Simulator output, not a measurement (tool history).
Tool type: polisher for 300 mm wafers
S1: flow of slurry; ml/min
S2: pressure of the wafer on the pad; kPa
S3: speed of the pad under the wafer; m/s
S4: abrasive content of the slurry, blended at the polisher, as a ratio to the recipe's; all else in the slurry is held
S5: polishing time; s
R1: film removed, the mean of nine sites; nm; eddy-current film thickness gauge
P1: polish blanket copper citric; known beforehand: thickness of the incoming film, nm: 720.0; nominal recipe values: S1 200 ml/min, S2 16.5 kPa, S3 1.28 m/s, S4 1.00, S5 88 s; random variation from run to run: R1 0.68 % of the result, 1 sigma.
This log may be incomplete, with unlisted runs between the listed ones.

{"run": 1, "day": 0.554, "S1": 200, "S2": 16.5, "S3": 1.28, "S4": 1.0, "S5": 88, "R1": 178.47}
{"run": 2, "day": 1.117, "S1": 200, "S2": 24.1, "S3": 1.28, "S4": 1.0, "S5": 88, "R1": 261.45}
{"run": 3, "day": 1.475, "S1": 200, "S2": 16.5, "S3": 1.28, "S4": 0.55, "S5": 67, "R1": 121.07}
{"run": 4, "day": 2.054, "S1": 200, "S2": 16.5, "S3": 1.28, "S4": 1.0, "S5": 88, "R1": 180.07}
{"run": 5, "day": 2.462, "S1": 200, "S2": 9.7, "S3": 1.28, "S4": 1.0, "S5": 88, "R1": 107.69}
{"day": 2.767, "done": "worn pad replaced by a new one"}
{"run": 6, "day": 2.992, "S1": 200, "S2": 16.5, "S3": 0.86, "S4": 1.0, "S5": 88, "R1": 122.29}
{"run": 7, "day": 3.454, "S1": 200, "S2": 16.5, "S3": 1.28, "S4": 1.0, "S5": 88, "R1": 180.18}
{"day": 3.488, "done": "slurry blender recalibrated"}
{"run": 8, "day": 3.742, "S1": 200, "S2": 16.5, "S3": 1.28, "S4": 1.0, "S5": 88, "R1": 180.38}
{"run": 9, "day": 4.062, "S1": 200, "S2": 16.5, "S3": 1.28, "S4": 1.0, "S5": 133, "R1": 275.25}
{"run": 10, "day": 4.354, "S1": 120, "S2": 16.5, "S3": 1.28, "S4": 1.0, "S5": 88, "R1": 166.95}
{"run": 11, "day": 4.742, "S1": 200, "S2": 16.5, "S3": 1.28, "S4": 1.0, "S5": 88, "R1": 179.89}
{"run": 12, "day": 5.108, "S1": 200, "S2": 16.5, "S3": 1.28, "S4": 1.45, "S5": 88, "R1": 197.3}
{"run": 13, "day": 5.575, "S1": 200, "S2": 16.5, "S3": 1.28, "S4": 1.0, "S5": 49, "R1": 100.11}
{"run": 14, "day": 6.167, "S1": 200, "S2": 16.5, "S3": 1.28, "S4": 0.55, "S5": 88, "R1": 159.49}
{"run": 15, "day": 6.733, "S1": 200, "S2": 16.5, "S3": 1.88, "S4": 1.0, "S5": 88, "R1": 263.4}
{"run": 16, "day": 7.025, "S1": 275, "S2": 16.5, "S3": 1.28, "S4": 1.0, "S5": 88, "R1": 186.51}
{"run": 17, "day": 7.646, "S1": 200, "S2": 16.5, "S3": 1.28, "S4": 1.0, "S5": 88, "R1": 181.69}
{"run": 18, "day": 8.062, "S1": 200, "S2": 16.5, "S3": 1.28, "S4": 1.0, "S5": 88, "R1": 177.66}
{"run": 19, "day": 8.358, "S1": 200, "S2": 16.5, "S3": 1.28, "S4": 1.0, "S5": 88, "R1": 175.9}
{"run": 20, "day": 8.675, "S1": 200, "S2": 16.5, "S3": 1.28, "S4": 1.0, "S5": 88, "R1": 176.36}
{"run": 21, "day": 9.233, "S1": 200, "S2": 16.5, "S3": 1.28, "S4": 1.0, "S5": 88, "R1": 172.65}
{"run": 22, "day": 9.846, "S1": 200, "S2": 16.5, "S3": 1.28, "S4": 1.0, "S5": 88, "R1": 173.22}
{"day": 9.904, "done": "worn pad replaced by a new one"}
{"day": 10.146, "done": "slurry blender recalibrated"}
{"run": 23, "day": 10.179, "S1": 200, "S2": 16.5, "S3": 1.28, "S4": 1.0, "S5": 88, "R1": 172.29}
{"run": 24, "day": 10.754, "S1": 200, "S2": 16.5, "S3": 1.28, "S4": 1.0, "S5": 88, "R1": 173.09}
{"run": 25, "day": 11.092, "S1": 200, "S2": 16.5, "S3": 1.28, "S4": 1.0, "S5": 88, "R1": 174.07}
{"run": 26, "day": 11.396, "S1": 200, "S2": 16.5, "S3": 1.28, "S4": 1.0, "S5": 88, "R1": 172.29}
{"run": 27, "day": 11.742, "S1": 200, "S2": 16.5, "S3": 1.28, "S4": 1.0, "S5": 88, "R1": 172.96}
{"run": 28, "day": 12.271, "S1": 200, "S2": 16.5, "S3": 1.28, "S4": 1.0, "S5": 88, "R1": 171.33}

What P1 gives has crept off from where it sat before. The 2 causes that follow fit the log equally well, each at the size noted:
A: slurry flow missing at the pad, % = 28.3
B: head's pressure below its setpoint, % = 5.14
Onset of the creep was near day 7.646.
Ruled out, with reasons:
removal rate lost through wear of the pad, %: serviced at day 9.904, after the change had begun; the process did not return to its earlier output
abrasive missing from the slurry, %: serviced at day 10.146, after the change had begun; the process did not return to its earlier output

You are offered 4 check runs, listed below with question marks in place of their results; each one averages 3 wafers. Which run separates the listed causes by giving clearly different results for each?
{"run": "check 1", "day": 12.8, "S1": 120, "S2": 16.5, "S3": 1.58, "S4": 1.0, "S5": 88, "R1": "?"}
{"run": "check 2", "day": 12.8, "S1": 200, "S2": 23.4, "S3": 1.28, "S4": 1.0, "S5": 132, "R1": "?"}
{"run": "check 3", "day": 12.8, "S1": 200, "S2": 16.5, "S3": 1.7, "S4": 1.3, "S5": 88, "R1": "?"}
{"run": "check 4", "day": 12.8, "S1": 200, "S2": 20.7, "S3": 1.28, "S4": 1.0, "S5": 88, "R1": "?"}

Outcome of each check run for each possible cause:
check=check_1 result=R1 if_A=187.45 if_B=193.23
check=check_2 result=R1 if_A=361.85 if_B=361.75
check=check_3 result=R1 if_A=239.71 if_B=239.66
check=check_4 result=R1 if_A=213.32 if_B=213.29
Smallest distance between any two causes, each pair judged by its most separating result, in per cent: check 1 3.04 %; check 2 0.03 %; check 3 0.02 %; check 4 0.01 %
Check 1 tells the causes apart: in the others they would give nearly the same result.

After running check 1, the following was obtained: R1 191.72 nm. Which cause does this point to?

It was cause B: head's pressure below its setpoint, %.
